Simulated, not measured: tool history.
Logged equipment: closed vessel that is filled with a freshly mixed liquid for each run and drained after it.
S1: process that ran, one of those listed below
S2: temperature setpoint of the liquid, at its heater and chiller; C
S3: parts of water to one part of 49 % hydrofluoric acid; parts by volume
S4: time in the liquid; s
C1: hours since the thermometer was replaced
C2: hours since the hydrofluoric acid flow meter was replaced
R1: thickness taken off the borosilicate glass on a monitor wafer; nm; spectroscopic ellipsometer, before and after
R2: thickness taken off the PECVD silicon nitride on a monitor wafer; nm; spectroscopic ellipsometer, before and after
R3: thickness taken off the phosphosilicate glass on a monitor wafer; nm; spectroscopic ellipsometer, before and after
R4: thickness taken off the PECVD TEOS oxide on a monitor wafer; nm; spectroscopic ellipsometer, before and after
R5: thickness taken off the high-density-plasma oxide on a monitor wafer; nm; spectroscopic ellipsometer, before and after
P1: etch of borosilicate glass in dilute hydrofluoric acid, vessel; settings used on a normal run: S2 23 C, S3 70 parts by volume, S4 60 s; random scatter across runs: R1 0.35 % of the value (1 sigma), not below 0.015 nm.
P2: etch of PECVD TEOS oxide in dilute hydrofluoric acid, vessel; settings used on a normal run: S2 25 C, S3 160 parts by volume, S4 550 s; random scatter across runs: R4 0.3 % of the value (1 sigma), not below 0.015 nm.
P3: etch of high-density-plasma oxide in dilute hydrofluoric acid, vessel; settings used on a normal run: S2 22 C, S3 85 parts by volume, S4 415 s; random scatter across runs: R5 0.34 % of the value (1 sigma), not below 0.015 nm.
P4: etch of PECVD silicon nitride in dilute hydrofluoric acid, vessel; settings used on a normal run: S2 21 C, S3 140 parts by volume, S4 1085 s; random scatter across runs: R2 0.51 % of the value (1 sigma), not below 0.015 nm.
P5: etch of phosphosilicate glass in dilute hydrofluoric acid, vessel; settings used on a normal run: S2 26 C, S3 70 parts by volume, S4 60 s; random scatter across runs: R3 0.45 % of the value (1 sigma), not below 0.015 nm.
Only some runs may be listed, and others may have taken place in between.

run,day,S1,S2,S3,S4,C1,C2,R1,R2,R3,R4,R5
1,0.379,P1,23,70,60,758,109.9,16.414,,,,
2,0.579,P4,21,140,1085,762.8,114.7,,10.848,,,
3,0.938,P1,23,70,60,771.4,123.3,16.385,,,,
4,1.158,P4,21,255,1085,776.7,128.6,,6.0926,,,
5,1.575,P1,23,70,30,786.7,138.6,8.1802,,,,
6,1.825,P1,23,70,90,792.7,144.6,24.797,,,,
7,2.238,P4,21,140,360,802.6,154.5,,3.5894,,,
8,2.617,P5,26,20,60,811.7,163.6,,,734.52,,
9,2.962,P1,23,100,60,820,171.9,11.042,,,,
10,3.158,P1,23,70,60,824.7,176.6,16.416,,,,
11,3.604,P5,26,70,60,835.4,187.3,,,197.12,,
12,3.867,P1,17,70,60,841.7,193.6,12.694,,,,
13,4.117,P2,32.5,160,550,847.7,199.6,,,,58.773,
14,4.35,P2,25,160,120,853.3,205.2,,,,9.7727,
15,4.712,P5,18.5,70,60,862,213.9,,,143.29,,
16,5.129,P3,22,85,750,872,223.9,,,,,41.025
17,5.533,P3,27,85,415,881.7,233.6,,,,,27.726
18,5.783,P3,22,30,415,887.7,239.6,,,,,68.851
19,6.217,P1,31,70,60,898.1,250,22.402,,,,
20,6.475,P5,26,70,35,904.3,256.2,,,113.71,,
21,6.908,P2,25,160,550,914.7,266.6,,,,44.786,
22,7.254,P1,23,20,60,923,274.9,61.073,,,,
23,7.596,P1,23,70,60,931.2,283.1,16.369,,,,
24,7.9,P4,17,140,1085,938.5,290.4,,8.3081,,,
# day 8: hydrofluoric acid flow meter replaced
25,8.267,P2,25,55,550,947.3,6.5,,,,148.79,
26,8.712,P1,23,100,30,958,17.2,5.5204,,,,
27,8.925,P1,23,70,60,963.1,22.3,16.433,,,,
28,9.171,P3,22,85,415,969,28.2,,,,,22.91
29,9.362,P1,23,40,100,973.6,32.8,49.341,,,,
30,9.683,P1,23,70,60,981.3,40.5,16.51,,,,
31,9.888,P1,23,70,60,986.2,45.4,16.586,,,,
32,10.188,P1,23,70,60,993.4,52.6,16.879,,,,
33,10.408,P1,23,70,60,998.7,57.9,17.016,,,,
34,10.692,P1,23,70,60,1005.5,64.7,17.194,,,,
35,11.092,P1,23,70,60,1015.1,74.3,17.247,,,,
36,11.321,P1,23,70,60,1020.6,79.8,17.442,,,,
37,11.671,P1,23,70,60,1029,88.2,17.347,,,,
38,12.021,P1,23,70,60,1037.4,96.6,17.467,,,,
39,12.329,P1,23,70,60,1044.8,104,17.455,,,,
40,12.604,P1,23,70,60,1051.4,110.6,17.465,,,,
41,12.871,P1,23,70,60,1057.8,117,17.444,,,,

Something has made what P1 gives creep away from where it was; the 2 causes below, each at its own stated size, fit the log equally well:
A: liquid hotter than its thermometer reads (K) = 1.59
B: hydrofluoric acid flow above the setpoint (%) = 6.08
The process output started creeping at around day 9.683.

Each of the 4 check runs below uses one wafer; its results are left as question marks. Which run tells the causes apart?
check 1,13.138,P4,17,225,1085,,,,?,,,
check 2,13.138,P5,26,35,35,,,,,?,,
check 3,13.138,P2,25,90,305,,,,,,?,
check 4,13.138,P3,22,50,630,,,,,,,?

Predicted outcomes, by check and by cause:
check,result,if A,if B
check 1,R2,5.8459,5.5655
check 2,R3,256.05,255.32
check 3,R4,51.287,51.451
check 4,R5,65.397,65.18
Separation of the two closest causes in each check, using whichever result separates them best: check 1 4.92 %; check 2 0.29 %; check 3 0.32 %; check 4 0.33 %
Check 1 is the one run that separates the causes; every other check would come out nearly the same whichever cause is at work.

Running check 1 produced the following: R2 5.8382 nm. Which one of the listed causes fits?

It is A: liquid hotter than its thermometer reads (K).
